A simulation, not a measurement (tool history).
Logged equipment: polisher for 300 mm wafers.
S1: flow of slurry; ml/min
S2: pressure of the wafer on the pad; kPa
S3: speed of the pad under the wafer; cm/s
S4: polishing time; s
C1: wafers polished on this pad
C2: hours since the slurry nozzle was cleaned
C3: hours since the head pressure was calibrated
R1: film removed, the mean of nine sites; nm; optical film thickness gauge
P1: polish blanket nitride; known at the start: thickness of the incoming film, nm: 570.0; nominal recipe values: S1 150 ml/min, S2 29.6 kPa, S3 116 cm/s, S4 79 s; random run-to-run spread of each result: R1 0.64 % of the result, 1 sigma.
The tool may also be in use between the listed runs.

Run 1, day 0.338: S1 150 ml/min, S2 29.6 kPa, S3 116 cm/s, S4 79 s; C1 491; C2 141.9; C3 100.1. Result: R1 164.81 nm.
Run 2, day 0.65: S1 150 ml/min, S2 29.6 kPa, S3 116 cm/s, S4 79 s; C1 544; C2 149.4; C3 107.6. Result: R1 164.01 nm.
Run 3, day 0.896: S1 150 ml/min, S2 13.1 kPa, S3 116 cm/s, S4 79 s; C1 586; C2 155.3; C3 113.5. Result: R1 73.27 nm.
Run 4, day 1.138: S1 150 ml/min, S2 40 kPa, S3 116 cm/s, S4 79 s; C1 628; C2 161.1; C3 119.3. Result: R1 222.06 nm.
Run 5, day 1.317: S1 150 ml/min, S2 29.6 kPa, S3 168 cm/s, S4 79 s; C1 658; C2 165.4; C3 123.6. Result: R1 221.17 nm.
Run 6, day 1.546: S1 150 ml/min, S2 29.6 kPa, S3 52 cm/s, S4 79 s; C1 698; C2 170.9; C3 129.1. Result: R1 86.539 nm.
Run 7, day 1.821: S1 150 ml/min, S2 29.6 kPa, S3 116 cm/s, S4 79 s; C1 745; C2 177.5; C3 135.7. Result: R1 165.85 nm.
Run 8, day 2.1: S1 150 ml/min, S2 29.6 kPa, S3 116 cm/s, S4 38 s; C1 793; C2 184.2; C3 142.4. Result: R1 79.281 nm.
At day 2.212: head pressure recalibrated.
Run 9, day 2.338: S1 150 ml/min, S2 29.6 kPa, S3 116 cm/s, S4 118 s; C1 834; C2 189.9; C3 3. Result: R1 246.89 nm.
At day 2.596: slurry nozzle cleaned.
Run 10, day 2.6: S1 150 ml/min, S2 29.6 kPa, S3 116 cm/s, S4 79 s; C1 879; C2 0.2; C3 9.3. Result: R1 165.43 nm.
Run 11, day 2.946: S1 195 ml/min, S2 29.6 kPa, S3 116 cm/s, S4 119 s; C1 938; C2 8.5; C3 17.6. Result: R1 259.64 nm.
Run 12, day 3.246: S1 230 ml/min, S2 29.6 kPa, S3 116 cm/s, S4 79 s; C1 989; C2 15.7; C3 24.8. Result: R1 175.84 nm.
Run 13, day 3.588: S1 110 ml/min, S2 29.6 kPa, S3 116 cm/s, S4 79 s; C1 1048; C2 23.9; C3 33. Result: R1 154.06 nm.
Run 14, day 3.783: S1 150 ml/min, S2 29.6 kPa, S3 116 cm/s, S4 79 s; C1 1081; C2 28.6; C3 37.7. Result: R1 165.09 nm.
Run 15, day 3.962: S1 150 ml/min, S2 29.6 kPa, S3 116 cm/s, S4 79 s; C1 1112; C2 32.9; C3 42. Result: R1 159.87 nm.
Run 16, day 4.238: S1 150 ml/min, S2 29.6 kPa, S3 116 cm/s, S4 79 s; C1 1159; C2 39.5; C3 48.6. Result: R1 154.87 nm.
Run 17, day 4.562: S1 150 ml/min, S2 29.6 kPa, S3 116 cm/s, S4 79 s; C1 1215; C2 47.3; C3 56.4. Result: R1 152.35 nm.
At day 4.8: head pressure recalibrated.
Run 18, day 4.838: S1 150 ml/min, S2 29.6 kPa, S3 116 cm/s, S4 79 s; C1 1262; C2 53.9; C3 1. Result: R1 151.13 nm.
Run 19, day 5.054: S1 150 ml/min, S2 29.6 kPa, S3 116 cm/s, S4 79 s; C1 1299; C2 59.1; C3 6.2. Result: R1 152.12 nm.
Run 20, day 5.271: S1 150 ml/min, S2 29.6 kPa, S3 116 cm/s, S4 79 s; C1 1337; C2 64.3; C3 11.4. Result: R1 150.74 nm.
Run 21, day 5.471: S1 150 ml/min, S2 29.6 kPa, S3 116 cm/s, S4 79 s; C1 1371; C2 69.1; C3 16.2. Result: R1 151.02 nm.
Run 22, day 5.671: S1 150 ml/min, S2 29.6 kPa, S3 116 cm/s, S4 79 s; C1 1405; C2 73.9; C3 21. Result: R1 148.87 nm.
Run 23, day 5.921: S1 150 ml/min, S2 29.6 kPa, S3 116 cm/s, S4 79 s; C1 1448; C2 79.9; C3 27. Result: R1 149.55 nm.

P1 has crept away from where it was. The log is fitted equally well by each of these 2 causes, at the sizes shown:
A: removal rate lost through wear of the pad, % = 9.38
B: slurry flow missing at the pad, % = 36.8
The gradual shift began around day 3.783.
All other causes, with the reason each is excluded:
head's pressure below its setpoint, %: work on it at day 4.8, done after the drift set in, did not restore what the process gave before

The 4 check runs listed below each average the results of 2 wafers, and their outcomes are marked with question marks. Under which run would the listed causes produce clearly different results?
Run check 1, day 6.171: S1 150 ml/min, S2 13.1 kPa, S3 166 cm/s, S4 79 s. Result: R1 ?.
Run check 2, day 6.171: S1 150 ml/min, S2 17.9 kPa, S3 88 cm/s, S4 79 s. Result: R1 ?.
Run check 3, day 6.171: S1 230 ml/min, S2 29.6 kPa, S3 116 cm/s, S4 79 s. Result: R1 ?.
Run check 4, day 6.171: S1 150 ml/min, S2 29.6 kPa, S3 52 cm/s, S4 113 s. Result: R1 ?.

Check results expected under each cause:
  check  result    if A    if B
check 1      R1  87.955  87.976
check 2      R1   72.44  72.457
check 3      R1  158.82     164
check 4      R1   112.5  112.52
Separation of the two closest causes in each check, using whichever result separates them best: check 1 0.02 %; check 2 0.02 %; check 3 3.21 %; check 4 0.02 %
The other checks would show nearly matching results whichever cause is true, so check 3 is the only one that separates the causes.

Then check 3 was run and gave: R1 159.93 nm. Which cause is it?

The correct cause is A, namely: removal rate lost through wear of the pad, %.

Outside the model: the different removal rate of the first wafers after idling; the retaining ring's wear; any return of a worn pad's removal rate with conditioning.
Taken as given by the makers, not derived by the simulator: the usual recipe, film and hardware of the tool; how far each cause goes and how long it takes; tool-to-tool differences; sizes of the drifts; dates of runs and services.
